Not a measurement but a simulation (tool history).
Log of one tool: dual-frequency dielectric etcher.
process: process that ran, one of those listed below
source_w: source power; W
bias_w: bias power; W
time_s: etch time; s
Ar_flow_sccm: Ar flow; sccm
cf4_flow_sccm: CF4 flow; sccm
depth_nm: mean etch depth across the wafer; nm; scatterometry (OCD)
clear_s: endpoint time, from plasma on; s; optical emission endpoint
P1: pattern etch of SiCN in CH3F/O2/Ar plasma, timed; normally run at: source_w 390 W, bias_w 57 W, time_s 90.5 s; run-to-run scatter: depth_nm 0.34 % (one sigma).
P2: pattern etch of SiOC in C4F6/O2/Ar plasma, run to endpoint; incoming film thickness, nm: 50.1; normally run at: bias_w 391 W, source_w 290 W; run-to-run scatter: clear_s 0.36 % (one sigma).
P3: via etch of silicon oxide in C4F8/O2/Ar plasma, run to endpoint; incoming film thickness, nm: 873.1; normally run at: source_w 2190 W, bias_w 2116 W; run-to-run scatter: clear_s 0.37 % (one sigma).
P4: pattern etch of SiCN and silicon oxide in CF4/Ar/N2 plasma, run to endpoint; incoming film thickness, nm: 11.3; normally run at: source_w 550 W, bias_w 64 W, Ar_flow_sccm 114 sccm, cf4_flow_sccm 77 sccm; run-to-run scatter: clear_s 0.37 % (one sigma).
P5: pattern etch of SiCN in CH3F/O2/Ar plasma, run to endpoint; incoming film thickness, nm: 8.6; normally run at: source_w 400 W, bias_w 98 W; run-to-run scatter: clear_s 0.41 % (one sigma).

run,hour,process,source_w,bias_w,time_s,Ar_flow_sccm,cf4_flow_sccm,hours since the last wet clean,hours since the last source power generator calibration,hours since the last bias power generator calibration,depth_nm,clear_s
1,8.7,P1,390,57,90.5,,,105,1125.7,2078.5,31.3,
2,22.1,P1,390,57,90.5,,,118.4,1139.1,2091.9,31.266,
3,31.9,P1,390,57,90.5,,,128.2,1148.9,2101.7,31.22,
4,39.6,P3,2190,1661,,,,135.9,1156.6,2109.4,,173.8
5,51.1,P3,1750,2116,,,,147.4,1168.1,2120.9,,178.85
6,58.3,P2,290,541,,,,154.6,1175.3,2128.1,,18.648
7,66.5,P4,550,64,,114,61,162.8,1183.5,2136.3,,11.803
8,73.4,P1,390,78,90.5,,,169.7,1190.4,2143.2,34.797,
9,81.2,P5,400,123,,,,177.5,1198.2,2151,,18.592
10,88.1,P5,400,98,,,,184.4,1205.1,2157.9,,20.249
11,94.3,P1,390,57,90.5,,,190.6,1211.3,2164.1,31.309,
12,106.3,P4,680,64,,114,77,202.6,1223.3,2176.1,,9.4194
13,115.6,P1,250,57,90.5,,,211.9,1232.6,2185.4,26.372,
14,125.5,P4,550,64,,152,77,221.8,1242.5,2195.3,,11.847
15,132.6,P1,390,57,90.5,,,228.9,1249.6,2202.4,31.27,
16,138.6,P2,290,391,,,,234.9,1255.6,2208.4,,21.048
17,148.5,P1,390,78,63.5,,,244.8,1265.5,2218.3,24.454,
# hour 155.9: bias power generator calibrated
18,160.7,P1,390,42,51.5,,,257,1277.7,4.8,16.075,
19,173.5,P4,550,50,,114,77,269.8,1290.5,17.6,,12.278
20,185.2,P1,390,57,90.5,,,281.5,1302.2,29.3,31.302,
21,196.8,P1,390,38,90.5,,,293.1,1313.8,40.9,27.456,
22,208.2,P4,550,64,,114,77,304.5,1325.2,52.3,,11.304
23,216.6,P1,390,57,90.5,,,312.9,1333.6,60.7,31.15,
24,226,P1,390,57,55.5,,,322.3,1343,70.1,19.231,
25,238.8,P3,2190,2116,,,,335.1,1355.8,82.9,,163.55
26,246.6,P1,390,57,132,,,342.9,1363.6,90.7,45.504,
27,259.5,P2,180,391,,,,355.8,1376.5,103.6,,24.946
28,271.9,P5,400,98,,,,368.2,1388.9,116,,20.229
29,285.3,P1,460,57,90.5,,,381.6,1402.3,129.4,33.24,
30,297.6,P5,550,98,,,,393.9,1414.6,141.7,,17.978
31,307.7,P1,390,57,90.5,,,404,1424.7,151.8,31.238,
32,319.1,P1,390,57,90.5,,,415.4,1436.1,163.2,30.983,
33,331.4,P1,390,57,90.5,,,427.7,1448.4,175.5,30.798,
34,339.6,P1,390,57,90.5,,,435.9,1456.6,183.7,30.906,
# hour 342: wet clean of the chamber
35,350.3,P1,390,57,90.5,,,8.4,1467.3,194.4,30.724,
36,356.8,P1,390,57,90.5,,,14.9,1473.8,200.9,30.885,
37,368.7,P1,390,57,90.5,,,26.8,1485.7,212.8,30.758,
38,379.7,P1,390,57,90.5,,,37.8,1496.7,223.8,30.7,

What P1 gives has crept away from where it was. These 2 causes fit the log equally well, each at the size given:
A: bias power that arrives under what is set, % = 4.93
B: source power that arrives under what is set, % = 4.32
The creep began at about hour 307.7.
Why every other cause is out:
chamber walls in a state that lowers the etch rate, %: serviced at hour 342, which brought nothing back

4 check runs are offered, each on 2 wafers whose results are averaged, their results left as question marks. Which one tells the causes apart?
check 1,390.7,P4,550,64,,151,77,,,,,?
check 2,390.7,P5,540,98,,,,,,,,?
check 3,390.7,P3,2190,1739,,,,,,,,?
check 4,390.7,P2,180,493,,,,,,,,?

What each check would give under each cause:
check,result,if A,if B
check 1,clear_s,12.067,12.332
check 2,clear_s,18.469,18.429
check 3,clear_s,174.66,175.36
check 4,clear_s,23.476,23.396
How far apart the two closest causes lie, in the result that separates them most: check 1 2.18 %; check 2 0.21 %; check 3 0.4 %; check 4 0.34 %
Only check 1 tells the causes apart: in the others they would give nearly the same result.

Then check 1 was run and gave: clear_s 12.361 s. Which cause is it?

It is B: source power that arrives under what is set, %.
